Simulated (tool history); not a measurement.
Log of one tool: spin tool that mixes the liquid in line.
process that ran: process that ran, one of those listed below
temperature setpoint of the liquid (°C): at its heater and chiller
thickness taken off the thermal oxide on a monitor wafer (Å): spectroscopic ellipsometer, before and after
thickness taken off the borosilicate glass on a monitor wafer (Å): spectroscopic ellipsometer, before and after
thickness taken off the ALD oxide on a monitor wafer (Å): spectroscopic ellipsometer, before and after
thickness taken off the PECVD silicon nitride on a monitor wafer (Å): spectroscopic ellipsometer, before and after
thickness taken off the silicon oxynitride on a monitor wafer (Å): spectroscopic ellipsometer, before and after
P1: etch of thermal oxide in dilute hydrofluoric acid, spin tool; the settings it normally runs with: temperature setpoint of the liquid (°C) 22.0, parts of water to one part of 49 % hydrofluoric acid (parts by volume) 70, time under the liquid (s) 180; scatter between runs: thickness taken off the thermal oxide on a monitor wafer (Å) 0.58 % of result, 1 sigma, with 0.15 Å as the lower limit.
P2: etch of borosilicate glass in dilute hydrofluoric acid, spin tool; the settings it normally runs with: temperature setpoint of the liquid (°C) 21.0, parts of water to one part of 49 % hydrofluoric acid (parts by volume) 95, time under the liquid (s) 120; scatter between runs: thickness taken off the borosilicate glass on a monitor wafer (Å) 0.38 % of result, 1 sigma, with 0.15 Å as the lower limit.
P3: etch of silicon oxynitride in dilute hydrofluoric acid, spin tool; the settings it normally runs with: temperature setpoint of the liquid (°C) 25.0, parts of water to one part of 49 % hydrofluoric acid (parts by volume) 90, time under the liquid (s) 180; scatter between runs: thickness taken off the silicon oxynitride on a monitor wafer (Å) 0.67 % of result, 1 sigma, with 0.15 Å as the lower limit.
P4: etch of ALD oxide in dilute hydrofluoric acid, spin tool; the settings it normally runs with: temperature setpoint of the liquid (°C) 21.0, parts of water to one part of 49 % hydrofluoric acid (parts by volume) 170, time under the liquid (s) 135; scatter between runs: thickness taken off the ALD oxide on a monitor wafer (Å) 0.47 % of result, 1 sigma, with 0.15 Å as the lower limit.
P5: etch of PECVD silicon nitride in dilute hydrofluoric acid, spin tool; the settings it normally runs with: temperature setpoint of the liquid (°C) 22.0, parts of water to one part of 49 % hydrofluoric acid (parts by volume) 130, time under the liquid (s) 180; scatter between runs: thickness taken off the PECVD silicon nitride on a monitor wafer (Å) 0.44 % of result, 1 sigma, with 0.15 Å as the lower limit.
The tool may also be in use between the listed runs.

| run | hour | process that ran | temperature setpoint of the liquid (°C) | parts of water to one part of 49 % hydrofluoric acid (parts by volume) | time under the liquid (s) | thickness taken off the thermal oxide on a monitor wafer (Å) | thickness taken off the borosilicate glass on a monitor wafer (Å) | thickness taken off the ALD oxide on a monitor wafer (Å) | thickness taken off the PECVD silicon nitride on a monitor wafer (Å) | thickness taken off the silicon oxynitride on a monitor wafer (Å) |
|---|---|---|---|---|---|---|---|---|---|---|
| 1 | 9.6 | P1 | 22.0 | 70 | 180 | 114.5400 |  |  |  |  |
| 2 | 20.0 | P2 | 21.0 | 95 | 120 |  | 320.320 |  |  |  |
| 3 | 29.9 | P4 | 21.0 | 170 | 135 |  |  | 103.320 |  |  |
| 4 | 41.9 | P5 | 28.0 | 130 | 180 |  |  |  | 102.060 |  |
| 5 | 47.9 | P1 | 22.0 | 35 | 180 | 238.0000 |  |  |  |  |
| 6 | 58.4 | P1 | 22.0 | 70 | 15 | 9.4922 |  |  |  |  |
| 7 | 67.4 | P2 | 21.0 | 20 | 120 |  | 1666.200 |  |  |  |
| 8 | 76.1 | P3 | 25.0 | 90 | 180 |  |  |  |  | 35.5150 |
| 9 | 85.2 | P5 | 22.0 | 40 | 180 |  |  |  | 220.010 |  |
| 10 | 95.3 | P4 | 21.0 | 170 | 40 |  |  | 30.759 |  |  |
| 11 | 101.5 | P3 | 25.0 | 50 | 180 |  |  |  |  | 66.2630 |
| 12 | 107.0 | P3 | 25.0 | 90 | 180 |  |  |  |  | 35.4450 |
| 13 | 113.7 | P1 | 22.0 | 70 | 180 | 114.5400 |  |  |  |  |
| 14 | 121.2 | P5 | 22.0 | 130 | 180 |  |  |  | 69.518 |  |
| 15 | 132.4 | P1 | 22.0 | 70 | 180 | 113.5100 |  |  |  |  |
| 16 | 140.2 | P2 | 21.0 | 95 | 15 |  | 40.139 |  |  |  |
| 17 | 151.1 | P1 | 22.0 | 125 | 180 | 60.4940 |  |  |  |  |
| 18 | 161.8 | P1 | 27.0 | 70 | 180 | 141.3500 |  |  |  |  |
| 19 | 168.9 | P2 | 17.0 | 95 | 120 |  | 270.740 |  |  |  |
| 20 | 179.3 | P1 | 22.0 | 70 | 180 | 114.5200 |  |  |  |  |
| 21 | 187.4 | P3 | 17.5 | 90 | 180 |  |  |  |  | 24.7700 |
|  | 196.5 | thermometer replaced |
| 22 | 197.7 | P5 | 22.0 | 130 | 180 |  |  |  | 69.682 |  |
| 23 | 204.3 | P1 | 22.0 | 70 | 340 | 217.3800 |  |  |  |  |
| 24 | 213.2 | P4 | 21.0 | 265 | 135 |  |  | 60.509 |  |  |
| 25 | 222.2 | P1 | 22.0 | 70 | 180 | 114.4700 |  |  |  |  |
| 26 | 230.9 | P3 | 25.0 | 90 | 35 |  |  |  |  | 6.9647 |
| 27 | 239.9 | P5 | 22.0 | 130 | 360 |  |  |  | 138.910 |  |
| 28 | 247.0 | P1 | 26.5 | 70 | 60 | 45.4030 |  |  |  |  |
| 29 | 258.0 | P1 | 18.5 | 70 | 180 | 98.4240 |  |  |  |  |
| 30 | 265.2 | P4 | 17.0 | 170 | 135 |  |  | 89.292 |  |  |
| 31 | 277.2 | P1 | 22.0 | 70 | 180 | 113.7500 |  |  |  |  |
| 32 | 285.1 | P1 | 22.0 | 70 | 180 | 116.4300 |  |  |  |  |
| 33 | 291.6 | P1 | 22.0 | 70 | 180 | 117.8000 |  |  |  |  |
| 34 | 299.0 | P1 | 22.0 | 70 | 180 | 119.8800 |  |  |  |  |
| 35 | 304.8 | P1 | 22.0 | 70 | 180 | 119.8500 |  |  |  |  |
| 36 | 311.3 | P1 | 22.0 | 70 | 180 | 121.6000 |  |  |  |  |
| 37 | 320.5 | P1 | 22.0 | 70 | 180 | 121.0000 |  |  |  |  |
| 38 | 330.7 | P1 | 22.0 | 70 | 180 | 121.1100 |  |  |  |  |
| 39 | 342.2 | P1 | 22.0 | 70 | 180 | 121.1300 |  |  |  |  |

What P1 gives has crept off from where it sat before. The 2 causes that follow fit the log equally well, each at the size noted:
A: liquid hotter than its thermometer reads (K) = 1.41
B: hydrofluoric acid flow above the setpoint (%) = 5.46
Onset of the creep was near hour 277.2.

Which of the 4 check runs listed below separates the causes, so that each cause would produce a clearly different result? Each run uses one wafer, and its results are marked with question marks.
| check 1 | 353.7 | P5 | 22.0 | 130 | 355 |  |  |  | ? |  |
| check 2 | 353.7 | P4 | 17.0 | 170 | 135 |  |  | ? |  |  |
| check 3 | 353.7 | P3 | 25.0 | 65 | 70 |  |  |  |  | ? |
| check 4 | 353.7 | P2 | 21.0 | 35 | 50 |  | ? |  |  |  |

How each check would come out, cause by cause:
| check | result | if A | if B |
|---|---|---|---|
| check 1 | thickness taken off the PECVD silicon nitride on a monitor wafer (Å) | 150.760 | 144.770 |
| check 2 | thickness taken off the ALD oxide on a monitor wafer (Å) | 94.307 | 94.758 |
| check 3 | thickness taken off the silicon oxynitride on a monitor wafer (Å) | 20.8770 | 20.6480 |
| check 4 | thickness taken off the borosilicate glass on a monitor wafer (Å) | 412.580 | 410.760 |
Separation of the two closest causes in each check, using whichever result separates them best: check 1 4.06 %; check 2 0.48 %; check 3 1.1 %; check 4 0.44 %
The causes can be told apart only by check 1. The other checks would give nearly the same results under each of them.

With check 1 done, the readings were: thickness taken off the PECVD silicon nitride on a monitor wafer (Å) 144.450. Identify which of the listed causes applies.

B is the cause: hydrofluoric acid flow above the setpoint (%).
